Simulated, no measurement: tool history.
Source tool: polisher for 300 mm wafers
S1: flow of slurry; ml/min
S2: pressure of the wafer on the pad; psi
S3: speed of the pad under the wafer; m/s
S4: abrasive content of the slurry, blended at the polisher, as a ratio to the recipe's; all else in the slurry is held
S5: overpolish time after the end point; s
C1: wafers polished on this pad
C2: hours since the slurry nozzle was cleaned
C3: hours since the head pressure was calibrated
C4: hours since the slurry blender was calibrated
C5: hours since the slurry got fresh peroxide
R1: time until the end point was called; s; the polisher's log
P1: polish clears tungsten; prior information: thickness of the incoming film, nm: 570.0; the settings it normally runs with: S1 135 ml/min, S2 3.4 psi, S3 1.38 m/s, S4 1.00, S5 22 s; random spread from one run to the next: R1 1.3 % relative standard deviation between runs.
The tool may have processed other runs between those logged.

run,hour,S1,S2,S3,S4,S5,C1,C2,C3,C4,C5,R1
1,4.4,135,3.4,1.38,1.00,22,964,143.6,237.9,65.3,104.9,115.410
2,10.6,135,3.4,1.38,1.00,7,1018,149.8,244.1,71.5,111.1,114.130
3,13.4,135,3.4,1.38,1.35,22,1043,152.6,246.9,74.3,113.9,106.770
4,18.7,135,3.4,2.00,1.00,22,1089,157.9,252.2,79.6,119.2,79.757
5,21.5,135,3.4,1.38,1.00,22,1114,160.7,255.0,82.4,122.0,113.370
6,25.5,135,3.4,1.38,0.60,22,1149,164.7,259.0,86.4,126.0,127.940
7,28.9,135,4.5,1.38,1.00,22,1179,168.1,262.4,89.8,129.4,86.582
8,32.6,80,3.4,1.38,1.00,22,1212,171.8,266.1,93.5,133.1,130.200
9,36.1,135,1.5,1.38,1.00,22,1243,175.3,269.6,97.0,136.6,256.340
10,41.9,135,3.4,1.70,1.00,40,1294,181.1,275.4,102.8,142.4,93.857
11,45.4,135,3.4,1.38,1.00,22,1324,184.6,278.9,106.3,145.9,115.060
12,50.4,190,3.4,1.38,1.00,22,1368,189.6,283.9,111.3,150.9,107.850
13,53.3,135,3.4,1.38,1.00,22,1394,192.5,286.8,114.2,153.8,116.640
14,57.9,135,3.4,1.38,1.00,22,1434,197.1,291.4,118.8,158.4,114.210
# hour 62.9: slurry tank refilled with fresh slurry and peroxide
15,63.5,135,3.4,1.38,1.00,22,1484,202.7,297.0,124.4,0.6,114.860
16,67.3,135,3.4,1.38,1.00,34,1517,206.5,300.8,128.2,4.4,114.930
17,70.6,135,3.4,0.62,1.00,22,1546,209.8,304.1,131.5,7.7,259.630
18,74.8,135,3.4,1.38,1.00,22,1583,214.0,308.3,135.7,11.9,113.140
19,77.8,135,3.4,1.38,1.00,22,1609,217.0,311.3,138.7,14.9,117.170
20,82.2,135,3.4,1.38,1.00,22,1648,221.4,315.7,143.1,19.3,119.350
21,85.7,135,3.4,1.38,1.00,22,1679,224.9,319.2,146.6,22.8,122.360
# hour 87.3: slurry blender recalibrated
# hour 87.8: head pressure recalibrated
# hour 88.2: worn pad replaced by a new one
22,90.2,135,3.4,1.38,1.00,22,18,229.4,2.4,3.0,27.3,126.580
23,95.4,135,3.4,1.38,1.00,22,63,234.6,7.6,8.2,32.5,130.260
24,98.6,135,3.4,1.38,1.00,22,92,237.8,10.8,11.4,35.7,127.260
25,103.9,135,3.4,1.38,1.00,22,138,243.1,16.1,16.7,41.0,127.550
26,106.8,135,3.4,1.38,1.00,22,164,246.0,19.0,19.6,43.9,129.110

P1 has crept away from where it was. The log is fitted equally well by each of these 2 causes, at the sizes shown:
A: peroxide lost from the slurry, % = 25.9
B: slurry flow missing at the pad, % = 38.8
The gradual shift began around hour 74.8.
Ruled out, with reasons:
removal rate lost through wear of the pad, %: its service at hour 88.2 followed the start of the drift and did not put the process back to its old value
head's pressure below its setpoint, %: its service at hour 87.8 followed the start of the drift and did not put the process back to its old value
abrasive missing from the slurry, %: its service at hour 87.3 followed the start of the drift and did not put the process back to its old value

The list below offers 4 check runs, each averaging the results of 5 wafers, and shows each result as a question mark. For which of them would the listed causes give clearly different results?
check 1,109.7,135,4.2,1.38,1.00,22,,,,,,?
check 2,109.7,95,3.4,1.38,1.00,22,,,,,,?
check 3,109.7,135,3.4,0.98,1.00,22,,,,,,?
check 4,109.7,135,3.4,1.38,1.00,11,,,,,,?

Expected result of each check under each candidate cause:
check,result,if A,if B
check 1,R1,104.130,104.130
check 2,R1,139.240,145.200
check 3,R1,181.130,181.140
check 4,R1,128.630,128.630
How far apart the two closest causes lie, in the result that separates them most: check 1 0 %; check 2 4.19 %; check 3 0 %; check 4 0 %
The other checks would show nearly matching results whichever cause is true, so check 2 is the only one that separates the causes.

Check 2 was carried out, with these results: R1 145.360 s. Which of the listed causes is responsible?

B is the cause: slurry flow missing at the pad, %.
